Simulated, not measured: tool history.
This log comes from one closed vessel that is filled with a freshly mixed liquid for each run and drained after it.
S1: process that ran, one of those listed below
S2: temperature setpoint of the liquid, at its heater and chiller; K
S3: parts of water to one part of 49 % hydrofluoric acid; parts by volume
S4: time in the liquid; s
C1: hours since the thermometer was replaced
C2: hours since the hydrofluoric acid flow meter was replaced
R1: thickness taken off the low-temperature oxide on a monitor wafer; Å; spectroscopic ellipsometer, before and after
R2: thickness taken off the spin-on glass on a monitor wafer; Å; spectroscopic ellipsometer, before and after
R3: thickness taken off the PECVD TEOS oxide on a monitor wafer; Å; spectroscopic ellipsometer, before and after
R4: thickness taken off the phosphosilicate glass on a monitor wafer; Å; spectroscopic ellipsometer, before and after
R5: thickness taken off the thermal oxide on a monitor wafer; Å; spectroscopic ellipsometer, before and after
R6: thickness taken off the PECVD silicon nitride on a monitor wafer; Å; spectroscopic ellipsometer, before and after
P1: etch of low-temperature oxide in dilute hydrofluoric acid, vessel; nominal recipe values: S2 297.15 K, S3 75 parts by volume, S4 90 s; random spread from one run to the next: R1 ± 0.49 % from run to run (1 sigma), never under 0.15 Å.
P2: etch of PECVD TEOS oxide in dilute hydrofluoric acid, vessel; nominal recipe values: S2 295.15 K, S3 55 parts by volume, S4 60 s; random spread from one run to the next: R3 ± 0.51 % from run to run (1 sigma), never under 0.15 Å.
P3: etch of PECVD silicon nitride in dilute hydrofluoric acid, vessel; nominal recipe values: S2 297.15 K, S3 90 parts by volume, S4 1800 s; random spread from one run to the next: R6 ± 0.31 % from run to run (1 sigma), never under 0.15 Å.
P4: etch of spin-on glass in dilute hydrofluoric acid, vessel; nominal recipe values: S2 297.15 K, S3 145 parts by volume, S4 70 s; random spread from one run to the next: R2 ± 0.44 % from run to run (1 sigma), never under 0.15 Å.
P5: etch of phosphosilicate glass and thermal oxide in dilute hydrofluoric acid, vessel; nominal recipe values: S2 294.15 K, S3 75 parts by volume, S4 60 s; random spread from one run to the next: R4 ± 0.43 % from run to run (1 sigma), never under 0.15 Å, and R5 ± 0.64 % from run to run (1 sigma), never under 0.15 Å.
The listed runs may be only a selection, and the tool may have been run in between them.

{"run": 1, "hour": 5.9, "S1": "P1", "S2": 297.15, "S3": 75, "S4": 90, "C1": 1063.6, "C2": 139.7, "R1": 430.21}
{"run": 2, "hour": 13.1, "S1": "P4", "S2": 297.15, "S3": 145, "S4": 35, "C1": 1070.8, "C2": 146.9, "R2": 74.235}
{"run": 3, "hour": 24.9, "S1": "P1", "S2": 303.65, "S3": 20, "S4": 90, "C1": 1082.6, "C2": 158.7, "R1": 2251.3}
{"run": 4, "hour": 31.7, "S1": "P2", "S2": 301.65, "S3": 55, "S4": 60, "C1": 1089.4, "C2": 165.5, "R3": 115.05}
{"run": 5, "hour": 45.3, "S1": "P2", "S2": 295.15, "S3": 20, "S4": 60, "C1": 1103.0, "C2": 179.1, "R3": 258.29}
{"run": 6, "hour": 56.9, "S1": "P5", "S2": 290.15, "S3": 75, "S4": 60, "C1": 1114.6, "C2": 190.7, "R4": 372.36, "R5": 28.386}
{"run": 7, "hour": 67.8, "S1": "P1", "S2": 297.15, "S3": 75, "S4": 90, "C1": 1125.5, "C2": 201.6, "R1": 427.14}
{"run": 8, "hour": 76.9, "S1": "P1", "S2": 297.15, "S3": 110, "S4": 90, "C1": 1134.6, "C2": 210.7, "R1": 281.7}
{"run": 9, "hour": 84.5, "S1": "P1", "S2": 290.65, "S3": 75, "S4": 90, "C1": 1142.2, "C2": 218.3, "R1": 322.8}
{"run": 10, "hour": 92.0, "S1": "P4", "S2": 297.15, "S3": 205, "S4": 70, "C1": 1149.7, "C2": 225.8, "R2": 96.548}
{"run": 11, "hour": 104.9, "S1": "P1", "S2": 303.65, "S3": 75, "S4": 90, "C1": 1162.6, "C2": 238.7, "R1": 553.54}
{"run": 12, "hour": 117.3, "S1": "P3", "S2": 297.15, "S3": 90, "S4": 3570, "C1": 1175.0, "C2": 251.1, "R6": 905.7}
{"run": 13, "hour": 124.9, "S1": "P5", "S2": 294.15, "S3": 45, "S4": 60, "C1": 1182.6, "C2": 258.7, "R4": 762.04, "R5": 58.881}
{"run": 14, "hour": 133.3, "S1": "P1", "S2": 297.15, "S3": 75, "S4": 40, "C1": 1191.0, "C2": 267.1, "R1": 191.0}
{"run": 15, "hour": 145.8, "S1": "P3", "S2": 297.15, "S3": 90, "S4": 1800, "C1": 1203.5, "C2": 279.6, "R6": 456.75}
{"run": 16, "hour": 158.5, "S1": "P4", "S2": 290.15, "S3": 145, "S4": 70, "C1": 1216.2, "C2": 292.3, "R2": 111.34}
{"run": 17, "hour": 170.6, "S1": "P4", "S2": 297.15, "S3": 145, "S4": 70, "C1": 1228.3, "C2": 304.4, "R2": 148.28}
{"run": 18, "hour": 181.0, "S1": "P3", "S2": 297.15, "S3": 25, "S4": 1800, "C1": 1238.7, "C2": 314.8, "R6": 1605.8}
{"run": 19, "hour": 194.4, "S1": "P1", "S2": 297.15, "S3": 75, "S4": 90, "C1": 1252.1, "C2": 328.2, "R1": 429.2}
{"run": 20, "hour": 202.9, "S1": "P3", "S2": 304.15, "S3": 90, "S4": 1800, "C1": 1260.6, "C2": 336.7, "R6": 720.64}
{"run": 21, "hour": 214.7, "S1": "P3", "S2": 297.15, "S3": 90, "S4": 1800, "C1": 1272.4, "C2": 348.5, "R6": 457.61}
{"run": 22, "hour": 226.8, "S1": "P1", "S2": 297.15, "S3": 75, "S4": 155, "C1": 1284.5, "C2": 360.6, "R1": 733.91}
{"run": 23, "hour": 236.3, "S1": "P2", "S2": 295.15, "S3": 55, "S4": 60, "C1": 1294.0, "C2": 370.1, "R3": 88.544}
{"run": 24, "hour": 245.5, "S1": "P1", "S2": 297.15, "S3": 35, "S4": 90, "C1": 1303.2, "C2": 379.3, "R1": 965.78}
{"run": 25, "hour": 253.1, "S1": "P1", "S2": 297.15, "S3": 75, "S4": 90, "C1": 1310.8, "C2": 386.9, "R1": 430.33}
{"run": 26, "hour": 263.8, "S1": "P1", "S2": 297.15, "S3": 75, "S4": 90, "C1": 1321.5, "C2": 397.6, "R1": 428.36}
{"run": 27, "hour": 276.9, "S1": "P5", "S2": 294.15, "S3": 75, "S4": 35, "C1": 1334.6, "C2": 410.7, "R4": 258.51, "R5": 19.599}
{"run": 28, "hour": 283.6, "S1": "P1", "S2": 297.15, "S3": 75, "S4": 90, "C1": 1341.3, "C2": 417.4, "R1": 428.57}
{"run": 29, "hour": 292.8, "S1": "P5", "S2": 294.15, "S3": 75, "S4": 60, "C1": 1350.5, "C2": 426.6, "R4": 439.09, "R5": 33.481}
{"run": 30, "hour": 305.5, "S1": "P2", "S2": 295.15, "S3": 55, "S4": 120, "C1": 1363.2, "C2": 439.3, "R3": 177.81}
{"run": 31, "hour": 314.9, "S1": "P1", "S2": 297.15, "S3": 75, "S4": 90, "C1": 1372.6, "C2": 448.7, "R1": 425.14}
{"run": 32, "hour": 325.5, "S1": "P1", "S2": 297.15, "S3": 75, "S4": 90, "C1": 1383.2, "C2": 459.3, "R1": 431.77}
{"run": 33, "hour": 333.5, "S1": "P1", "S2": 297.15, "S3": 75, "S4": 90, "C1": 1391.2, "C2": 467.3, "R1": 443.41}
{"run": 34, "hour": 345.3, "S1": "P1", "S2": 297.15, "S3": 75, "S4": 90, "C1": 1403.0, "C2": 479.1, "R1": 449.43}

Forecast run 35:
{"run": 35, "hour": 351.8, "S1": "P1", "S2": 297.15, "S3": 75, "S4": 90, "C1": 1409.5, "C2": 485.6, "R1": "?"}

R1: 454.40 Å

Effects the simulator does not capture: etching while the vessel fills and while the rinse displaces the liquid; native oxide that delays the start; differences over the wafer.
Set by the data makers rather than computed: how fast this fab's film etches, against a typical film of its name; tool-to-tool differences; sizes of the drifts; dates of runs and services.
